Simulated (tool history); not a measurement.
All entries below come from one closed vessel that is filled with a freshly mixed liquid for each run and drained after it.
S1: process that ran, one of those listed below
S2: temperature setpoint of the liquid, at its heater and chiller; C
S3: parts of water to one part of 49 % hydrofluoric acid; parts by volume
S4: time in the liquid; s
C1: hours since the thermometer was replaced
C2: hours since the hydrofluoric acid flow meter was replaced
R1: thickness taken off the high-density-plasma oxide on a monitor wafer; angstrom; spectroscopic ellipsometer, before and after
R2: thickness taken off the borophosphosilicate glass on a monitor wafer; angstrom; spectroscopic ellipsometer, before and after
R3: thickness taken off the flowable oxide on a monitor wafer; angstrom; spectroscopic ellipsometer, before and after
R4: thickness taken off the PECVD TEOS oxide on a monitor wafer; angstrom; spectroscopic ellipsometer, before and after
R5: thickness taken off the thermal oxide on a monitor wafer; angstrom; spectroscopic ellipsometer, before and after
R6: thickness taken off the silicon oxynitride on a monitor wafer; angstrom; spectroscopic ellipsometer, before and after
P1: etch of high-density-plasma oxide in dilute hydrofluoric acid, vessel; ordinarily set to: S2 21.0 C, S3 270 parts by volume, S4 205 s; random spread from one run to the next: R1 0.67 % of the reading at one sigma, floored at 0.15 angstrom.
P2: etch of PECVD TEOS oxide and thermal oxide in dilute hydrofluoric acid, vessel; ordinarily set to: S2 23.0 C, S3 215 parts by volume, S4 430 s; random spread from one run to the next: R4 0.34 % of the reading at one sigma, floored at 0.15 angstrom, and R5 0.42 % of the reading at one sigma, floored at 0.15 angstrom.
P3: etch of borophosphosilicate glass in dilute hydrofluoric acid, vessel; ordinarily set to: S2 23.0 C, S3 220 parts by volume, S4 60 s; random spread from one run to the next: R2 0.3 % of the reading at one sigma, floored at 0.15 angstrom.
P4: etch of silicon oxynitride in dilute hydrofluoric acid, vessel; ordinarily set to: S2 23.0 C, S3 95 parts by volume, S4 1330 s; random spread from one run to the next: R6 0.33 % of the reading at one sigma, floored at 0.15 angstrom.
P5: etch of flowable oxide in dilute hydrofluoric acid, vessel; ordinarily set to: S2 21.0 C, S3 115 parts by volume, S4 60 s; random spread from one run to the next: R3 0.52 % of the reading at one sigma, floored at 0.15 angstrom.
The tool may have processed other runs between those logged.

run   hour  S1    S2   S3    S4      C1      C2        R1       R2       R3      R4       R5       R6
  1   10.2  P1  21.0  270   205   776.0  1364.0   42.4360
  2   21.8  P1  26.5  270   120   787.6  1375.6   30.0010
  3   33.2  P3  23.0  220    30   799.0  1387.0             67.204
  4   45.1  P5  21.0  210    60   810.9  1398.9                      63.667
  5   54.9  P1  21.0  270   205   820.7  1408.7   42.6100
  6   64.8  P1  21.0  270   205   830.6  1418.6   42.4390
  7   74.7  P5  27.5  115    60   840.5  1428.5                     168.160
  8   84.8  P1  21.0  270   205   850.6  1438.6   42.7780
  9   95.7  P2  23.0  215   715   861.5  1449.5                              423.59  135.830
 10  101.6  P5  21.0  115    60   867.4  1455.4                     129.940
 11  108.0  P1  17.0   65   205   873.8  1461.8  184.3900
 12  117.9  P1  21.0  270   205   883.7  1471.7   41.8850
 13  128.1  P2  23.0  215   430   893.9  1481.9                              254.82   81.533
 14  136.3  P5  21.0  115    30   902.1  1490.1                      64.511
 15  144.6  P1  21.0  270    40   910.4  1498.4    8.2439
 16  157.4  P3  23.0  220    60   923.2  1511.2            134.980
 17  168.3  P4  17.0   95  1330   934.1  1522.1                                                211.80
 18  181.2  P1  21.0  475   205   947.0  1535.0   20.1690
 19  187.1  P3  23.0  305    60   952.9  1540.9             89.448
 20  195.2  P1  21.0  270   385   961.0  1549.0   78.8640
 21  203.6  P3  17.0  220    60   969.4  1557.4            107.510
 22  211.3  P1  24.5  270   205   977.1  1565.1   47.3680
 23  221.3  P4  23.0   20  1330   987.1  1575.1                                               1417.50
 24  229.6  P4  23.0   95  2055   995.4  1583.4                                                436.33
 25  239.4  P1  21.0  270   205  1005.2  1593.2   42.4020
 26  249.2  P2  23.0   90   430  1015.0  1603.0                              702.75  224.750
 27  262.0  P1  17.0  270   205  1027.8  1615.8   37.0150
 28  271.6  P4  23.0   95  1330  1037.4  1625.4                                                284.42
 29  277.6  P4  23.0   95  1330  1043.4  1631.4                                                283.04
 30  283.7  P1  21.0   60   205  1049.5  1637.5  237.1000
 31  292.8  P2  30.5  215   430  1058.6  1646.6                              334.48  106.580
 32  301.3  P1  21.0  270   205  1067.1  1655.1   41.8110
 33  312.0  P1  21.0  270   205  1077.8  1665.8   44.4170
 34  321.6  P1  21.0  270   205  1087.4  1675.4   45.0010
 35  328.9  P1  21.0  270   205  1094.7  1682.7   45.3150
 36  338.4  P1  21.0  270   205  1104.2  1692.2   45.4710
 37  349.2  P1  21.0  270   205  1115.0  1703.0   45.4490
 38  354.9  P1  21.0  270   205  1120.7  1708.7   45.1380
 39  364.0  P1  21.0  270   205  1129.8  1717.8   45.7160

The output of P1 has drifted from where it used to be. Each of the 2 causes below, taken at the size shown beside it, accounts for the log equally well:
A: hydrofluoric acid flow above the setpoint (%) = 5.65
B: liquid hotter than its thermometer reads (K) = 1.9
The process output started creeping at around hour 301.3.

Each of the 4 check runs below uses one wafer; its results are left as question marks. Which run tells the causes apart?
check 1  373.1  P5  21.0  210    60                   ?
check 2  373.1  P3  17.0  220    30               ?
check 3  373.1  P4  23.0   65  1955                               ?
check 4  373.1  P2  30.0  100   430                       ?   ?

How each check would come out, cause by cause:
  check  result     if A     if B
check 1      R3   68.500   68.857
check 2      R2   57.167   57.660
check 3      R6   661.15   684.00
check 4      R4   871.34   878.36
check 4      R5  277.710  279.950
Per-check spread between the two closest causes, in the result where they differ most: check 1 0.52 %; check 2 0.86 %; check 3 3.4 %; check 4 0.8 %
Of the check runs offered, only check 3 discriminates between the causes; the rest would read about the same regardless of which cause applies.

Check 3 was carried out, with these results: R6 680.55 angstrom. Which of the listed causes is responsible?

The correct cause is B, namely: liquid hotter than its thermometer reads (K).
